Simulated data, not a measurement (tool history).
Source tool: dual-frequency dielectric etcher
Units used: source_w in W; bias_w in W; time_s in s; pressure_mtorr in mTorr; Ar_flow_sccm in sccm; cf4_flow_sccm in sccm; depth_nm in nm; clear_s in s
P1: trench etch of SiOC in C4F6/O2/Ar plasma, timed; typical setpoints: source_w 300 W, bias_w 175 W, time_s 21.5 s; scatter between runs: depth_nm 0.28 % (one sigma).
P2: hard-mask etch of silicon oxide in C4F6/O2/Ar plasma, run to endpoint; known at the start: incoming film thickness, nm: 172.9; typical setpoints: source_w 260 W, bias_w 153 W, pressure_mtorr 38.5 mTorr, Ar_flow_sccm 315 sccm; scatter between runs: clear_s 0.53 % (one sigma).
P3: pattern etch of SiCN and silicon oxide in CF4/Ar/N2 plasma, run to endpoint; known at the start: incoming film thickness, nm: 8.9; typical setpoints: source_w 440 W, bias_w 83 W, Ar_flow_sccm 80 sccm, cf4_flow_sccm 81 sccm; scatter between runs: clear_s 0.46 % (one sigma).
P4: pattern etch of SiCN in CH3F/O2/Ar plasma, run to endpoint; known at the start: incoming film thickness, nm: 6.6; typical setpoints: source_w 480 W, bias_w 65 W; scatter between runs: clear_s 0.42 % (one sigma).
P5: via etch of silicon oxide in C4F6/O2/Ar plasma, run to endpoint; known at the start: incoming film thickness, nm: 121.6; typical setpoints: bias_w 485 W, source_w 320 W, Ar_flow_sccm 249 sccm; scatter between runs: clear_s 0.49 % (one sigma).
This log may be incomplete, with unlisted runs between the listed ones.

| run | hour | process | source_w | bias_w | time_s | pressure_mtorr | Ar_flow_sccm | cf4_flow_sccm | hours since the last wet clean | hours since the last source power generator calibration | hours since the last bias power generator calibration | depth_nm | clear_s |
|---|---|---|---|---|---|---|---|---|---|---|---|---|---|
| 1 | 8.6 | P1 | 300 | 175 | 21.5 |  |  |  | 93.4 | 1321.2 | 1010.8 | 39.693 |  |
| 2 | 16.9 | P2 | 260 | 153 |  | 38.5 | 315 |  | 101.7 | 1329.5 | 1019.1 |  | 71.001 |
| 3 | 21.1 | P1 | 300 | 175 | 21.5 |  |  |  | 105.9 | 1333.7 | 1023.3 | 39.794 |  |
| 4 | 26.3 | P5 | 320 | 310 |  |  | 249 |  | 111.1 | 1338.9 | 1028.5 |  | 33.775 |
| 5 | 33.6 | P1 | 300 | 175 | 21.5 |  |  |  | 118.4 | 1346.2 | 1035.8 | 39.84 |  |
| 6 | 37.7 | P1 | 300 | 175 | 13.5 |  |  |  | 122.5 | 1350.3 | 1039.9 | 25.093 |  |
| 7 | 43.1 | P3 | 440 | 83 |  |  | 57 | 81 | 127.9 | 1355.7 | 1045.3 |  | 9.418 |
| 8 | 47.8 | P1 | 300 | 222 | 21.5 |  |  |  | 132.6 | 1360.4 | 1050 | 42.809 |  |
| 9 | 53.7 | P1 | 190 | 127 | 21.5 |  |  |  | 138.5 | 1366.3 | 1055.9 | 30.087 |  |
| 10 | 60.5 | P1 | 300 | 175 | 21.5 |  |  |  | 145.3 | 1373.1 | 1062.7 | 39.993 |  |
| 11 | 65.8 | P1 | 240 | 175 | 21.5 |  |  |  | 150.6 | 1378.4 | 1068 | 36.673 |  |
| 12 | 74.6 | P5 | 320 | 485 |  |  | 249 |  | 159.4 | 1387.2 | 1076.8 |  | 28.909 |
| 13 | 79.8 | P2 | 350 | 153 |  | 38.5 | 315 |  | 164.6 | 1392.4 | 1082 |  | 63.404 |
| 14 | 86.4 | P2 | 260 | 120 |  | 38.5 | 315 |  | 171.2 | 1399 | 1088.6 |  | 75.854 |
| 15 | 92.4 | P5 | 380 | 485 |  |  | 249 |  | 177.2 | 1405 | 1094.6 |  | 27.169 |
| 16 | 98.1 | P1 | 300 | 175 | 21.5 |  |  |  | 182.9 | 1410.7 | 1100.3 | 39.734 |  |
| 17 | 102.6 | P3 | 440 | 83 |  |  | 80 | 81 | 187.4 | 1415.2 | 1104.8 |  | 9.8734 |
| 18 | 106.5 | P5 | 320 | 485 |  |  | 183 |  | 191.3 | 1419.1 | 1108.7 |  | 27.938 |
| 19 | 111.2 | P1 | 300 | 175 | 31.5 |  |  |  | 196 | 1423.8 | 1113.4 | 58.333 |  |
| 20 | 119.1 | P3 | 440 | 83 |  |  | 80 | 81 | 203.9 | 1431.7 | 1121.3 |  | 9.8097 |
| 21 | 127.1 | P1 | 380 | 175 | 26 |  |  |  | 211.9 | 1439.7 | 1129.3 | 52.657 |  |
| 22 | 134.1 | P3 | 440 | 54 |  |  | 80 | 81 | 218.9 | 1446.7 | 1136.3 |  | 11.218 |
| 23 | 142.7 | P4 | 480 | 65 |  |  |  |  | 227.5 | 1455.3 | 1144.9 |  | 16.87 |
| 24 | 151.1 | P4 | 380 | 65 |  |  |  |  | 235.9 | 1463.7 | 1153.3 |  | 18.363 |
| 25 | 158.6 | P1 | 300 | 175 | 21.5 |  |  |  | 243.4 | 1471.2 | 1160.8 | 40.099 |  |
| 26 | 167.2 | P3 | 440 | 83 |  |  | 80 | 109 | 252 | 1479.8 | 1169.4 |  | 9.3874 |
| 27 | 172.9 | P4 | 480 | 89 |  |  |  |  | 257.7 | 1485.5 | 1175.1 |  | 15.007 |
| 28 | 177 | P2 | 260 | 153 |  | 38.5 | 247 |  | 261.8 | 1489.6 | 1179.2 |  | 69.108 |
| 29 | 182.6 | P3 | 530 | 83 |  |  | 80 | 81 | 267.4 | 1495.2 | 1184.8 |  | 8.279 |
| 30 | 189.4 | P1 | 360 | 175 | 21.5 |  |  |  | 274.2 | 1502 | 1191.6 | 42.873 |  |
| 31 | 196.1 | P1 | 300 | 109 | 21.5 |  |  |  | 280.9 | 1508.7 | 1198.3 | 34.365 |  |
| 32 | 203 | P2 | 260 | 153 |  | 26 | 315 |  | 287.8 | 1515.6 | 1205.2 |  | 68.073 |
| 33 | 207.6 | P1 | 300 | 175 | 21.5 |  |  |  | 292.4 | 1520.2 | 1209.8 | 39.945 |  |
| 34 | 215 | P1 | 300 | 175 | 21.5 |  |  |  | 299.8 | 1527.6 | 1217.2 | 39.389 |  |
| 35 | 223.1 | P1 | 300 | 175 | 21.5 |  |  |  | 307.9 | 1535.7 | 1225.3 | 39.195 |  |
| 36 | 227.7 | P1 | 300 | 175 | 21.5 |  |  |  | 312.5 | 1540.3 | 1229.9 | 39.204 |  |
|  | 227.9 | wet clean of the chamber |
| 37 | 234.7 | P1 | 300 | 175 | 21.5 |  |  |  | 6.8 | 1547.3 | 1236.9 | 39.204 |  |
| 38 | 240.7 | P1 | 300 | 175 | 21.5 |  |  |  | 12.8 | 1553.3 | 1242.9 | 39.333 |  |
| 39 | 248.1 | P1 | 300 | 175 | 21.5 |  |  |  | 20.2 | 1560.7 | 1250.3 | 39.033 |  |
| 40 | 253.8 | P1 | 300 | 175 | 21.5 |  |  |  | 25.9 | 1566.4 | 1256 | 39.217 |  |

The output of P1 has drifted from where it used to be. Each of the 2 causes below, taken at the size shown beside it, accounts for the log equally well:
A: bias power that arrives under what is set, % = 4.89
B: source power that arrives under what is set, % = 4.05
The process output started creeping at around hour 207.6.
Each remaining cause and why it is not a fit:
chamber walls in a state that lowers the etch rate, %: serviced after onset, at hour 227.9, with no recovery of the prior output

4 check runs are offered, each on 3 wafers whose results are averaged, their results left as question marks. Which one tells the causes apart?
| check 1 | 259.5 | P2 | 260 | 153 |  | 38.5 | 315 |  |  |  |  |  | ? |
| check 2 | 259.5 | P4 | 480 | 65 |  |  |  |  |  |  |  |  | ? |
| check 3 | 259.5 | P5 | 320 | 485 |  |  | 249 |  |  |  |  |  | ? |
| check 4 | 259.5 | P3 | 440 | 83 |  |  | 80 | 81 |  |  |  |  | ? |

Outcome of each check run for each possible cause:
| check | result | if A | if B |
|---|---|---|---|
| check 1 | clear_s | 72.251 | 72.279 |
| check 2 | clear_s | 17.098 | 17.077 |
| check 3 | clear_s | 29.486 | 29.38 |
| check 4 | clear_s | 9.9934 | 10.196 |
How far apart the two closest causes lie, in the result that separates them most: check 1 0.04 %; check 2 0.13 %; check 3 0.36 %; check 4 2.01 %
Check 4 is the one run that separates the causes; every other check would come out nearly the same whichever cause is at work.

After running check 4, the following was obtained: clear_s 10.164 s. Which cause does this point to?

B is the cause: source power that arrives under what is set, %.
